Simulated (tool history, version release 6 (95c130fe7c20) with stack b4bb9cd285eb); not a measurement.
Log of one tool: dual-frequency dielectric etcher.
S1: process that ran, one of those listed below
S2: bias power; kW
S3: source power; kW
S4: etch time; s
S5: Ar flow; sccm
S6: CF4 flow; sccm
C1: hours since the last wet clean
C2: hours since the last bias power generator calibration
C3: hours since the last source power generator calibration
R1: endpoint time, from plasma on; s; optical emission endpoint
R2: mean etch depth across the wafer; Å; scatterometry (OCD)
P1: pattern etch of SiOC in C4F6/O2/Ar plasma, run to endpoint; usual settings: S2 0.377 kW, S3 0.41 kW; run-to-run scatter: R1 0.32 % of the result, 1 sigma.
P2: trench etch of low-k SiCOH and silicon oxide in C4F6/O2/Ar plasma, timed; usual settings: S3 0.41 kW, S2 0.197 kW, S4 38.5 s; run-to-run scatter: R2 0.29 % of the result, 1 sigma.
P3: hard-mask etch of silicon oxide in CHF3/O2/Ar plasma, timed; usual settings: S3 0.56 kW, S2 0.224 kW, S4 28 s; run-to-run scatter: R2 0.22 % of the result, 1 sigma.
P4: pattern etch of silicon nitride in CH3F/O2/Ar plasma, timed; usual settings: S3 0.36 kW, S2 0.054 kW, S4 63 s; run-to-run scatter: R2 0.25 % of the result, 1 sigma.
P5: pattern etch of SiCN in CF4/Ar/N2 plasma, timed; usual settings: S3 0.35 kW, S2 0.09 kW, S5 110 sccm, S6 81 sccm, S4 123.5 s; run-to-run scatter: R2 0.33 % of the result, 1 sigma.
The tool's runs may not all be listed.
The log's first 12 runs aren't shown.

run,hour,S1,S2,S3,S4,S5,S6,C1,C2,C3,R1,R2
13,45.8,P2,0.269,0.41,38.5,,,120.9,942.5,3209.2,,1420
14,50,P4,0.054,0.26,63,,,125.1,946.7,3213.4,,342.31
15,53.3,P5,0.09,0.35,123.5,110,112,128.4,950,3216.7,,949.88
16,56.4,P1,0.274,0.41,,,,131.5,953.1,3219.8,15.556,
17,60.9,P4,0.054,0.36,63,,,136,957.6,3224.3,,388.16
18,63.2,P1,0.377,0.41,,,,138.3,959.9,3226.6,13.87,
19,68.1,P3,0.224,0.56,18,,,143.2,964.8,3231.5,,380.19
20,72.1,P1,0.377,0.56,,,,147.2,968.8,3235.5,12.399,
21,76.3,P3,0.224,0.56,28,,,151.4,973,3239.7,,592.3
22,80.9,P2,0.197,0.26,38.5,,,156,977.6,3244.3,,1077.8
23,83.6,P5,0.09,0.35,123.5,135,81,158.7,980.3,3247,,888.94

The next listed run, before its measurement:
24,85.8,P5,0.09,0.35,123.5,110,81,160.9,982.5,3249.2,,?

Run 24 gave R2 910.66 Å.

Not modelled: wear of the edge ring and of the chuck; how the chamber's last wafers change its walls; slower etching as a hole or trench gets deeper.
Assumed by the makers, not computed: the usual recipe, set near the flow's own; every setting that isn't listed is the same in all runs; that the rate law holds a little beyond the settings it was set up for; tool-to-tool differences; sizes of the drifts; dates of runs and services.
